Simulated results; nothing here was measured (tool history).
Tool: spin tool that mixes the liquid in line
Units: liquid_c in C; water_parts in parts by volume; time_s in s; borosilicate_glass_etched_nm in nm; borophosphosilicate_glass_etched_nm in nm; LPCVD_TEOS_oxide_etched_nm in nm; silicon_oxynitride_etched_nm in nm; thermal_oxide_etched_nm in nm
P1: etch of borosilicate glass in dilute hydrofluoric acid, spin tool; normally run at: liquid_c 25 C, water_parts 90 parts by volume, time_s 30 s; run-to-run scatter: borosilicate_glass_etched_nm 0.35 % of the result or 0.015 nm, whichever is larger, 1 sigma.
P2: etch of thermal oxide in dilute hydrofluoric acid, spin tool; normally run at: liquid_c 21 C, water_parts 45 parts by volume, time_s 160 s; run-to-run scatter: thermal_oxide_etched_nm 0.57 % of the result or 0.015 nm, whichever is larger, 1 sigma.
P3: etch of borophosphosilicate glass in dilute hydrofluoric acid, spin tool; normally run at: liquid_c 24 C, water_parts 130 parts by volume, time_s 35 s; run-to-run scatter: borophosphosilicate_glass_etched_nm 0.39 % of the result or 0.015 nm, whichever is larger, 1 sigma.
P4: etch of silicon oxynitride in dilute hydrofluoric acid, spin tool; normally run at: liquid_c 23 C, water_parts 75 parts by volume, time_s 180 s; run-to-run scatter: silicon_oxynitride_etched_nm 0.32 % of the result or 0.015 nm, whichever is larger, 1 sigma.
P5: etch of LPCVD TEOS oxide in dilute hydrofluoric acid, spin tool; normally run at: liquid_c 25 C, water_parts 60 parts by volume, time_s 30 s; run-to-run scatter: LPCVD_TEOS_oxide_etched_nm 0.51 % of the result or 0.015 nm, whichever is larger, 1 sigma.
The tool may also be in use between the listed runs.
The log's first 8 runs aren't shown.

| run | hour | process | liquid_c | water_parts | time_s | borosilicate_glass_etched_nm | borophosphosilicate_glass_etched_nm | LPCVD_TEOS_oxide_etched_nm | silicon_oxynitride_etched_nm | thermal_oxide_etched_nm |
|---|---|---|---|---|---|---|---|---|---|---|
| 9 | 38.5 | P1 | 25 | 20 | 30 | 94.861 |  |  |  |  |
| 10 | 41.4 | P5 | 25 | 60 | 30 |  |  | 22.082 |  |  |
| 11 | 45.6 | P3 | 24 | 130 | 65 |  | 24.745 |  |  |  |
| 12 | 49.4 | P1 | 25 | 90 | 30 | 19.214 |  |  |  |  |
| 13 | 54.4 | P1 | 25 | 90 | 30 | 19.398 |  |  |  |  |
| 14 | 57 | P4 | 23 | 75 | 180 |  |  |  | 6.4046 |  |
| 15 | 61 | P2 | 21 | 45 | 160 |  |  |  |  | 16.643 |
| 16 | 63.5 | P2 | 21 | 75 | 160 |  |  |  |  | 9.4422 |
| 17 | 67.3 | P1 | 18.5 | 90 | 30 | 14.803 |  |  |  |  |
| 18 | 69.6 | P1 | 25 | 90 | 30 | 19.209 |  |  |  |  |
| 19 | 73.6 | P4 | 23 | 20 | 180 |  |  |  | 24.86 |  |
| 20 | 76.7 | P2 | 27.5 | 45 | 160 |  |  |  |  | 21.67 |
| 21 | 80.8 | P5 | 25 | 60 | 60 |  |  | 44.02 |  |  |
| 22 | 83.7 | P4 | 23 | 75 | 15 |  |  |  | 0.52225 |  |
| 23 | 88.3 | P1 | 25 | 160 | 30 | 9.9976 |  |  |  |  |
| 24 | 90.7 | P5 | 25 | 105 | 30 |  |  | 11.899 |  |  |
| 25 | 93.1 | P1 | 31.5 | 90 | 30 | 24.699 |  |  |  |  |
| 26 | 96.7 | P1 | 25 | 90 | 30 | 19.208 |  |  |  |  |
| 27 | 100.6 | P3 | 24 | 180 | 35 |  | 9.1835 |  |  |  |
| 28 | 104.9 | P3 | 24 | 130 | 35 |  | 13.33 |  |  |  |
| 29 | 109.5 | P2 | 21 | 45 | 15 |  |  |  |  | 1.5419 |

The next listed run, before its measurement:
| 30 | 112.2 | P1 | 25 | 90 | 30 | ? |  |  |  |  |

{"run 30": {"borosilicate_glass_etched_nm": 19.279}}
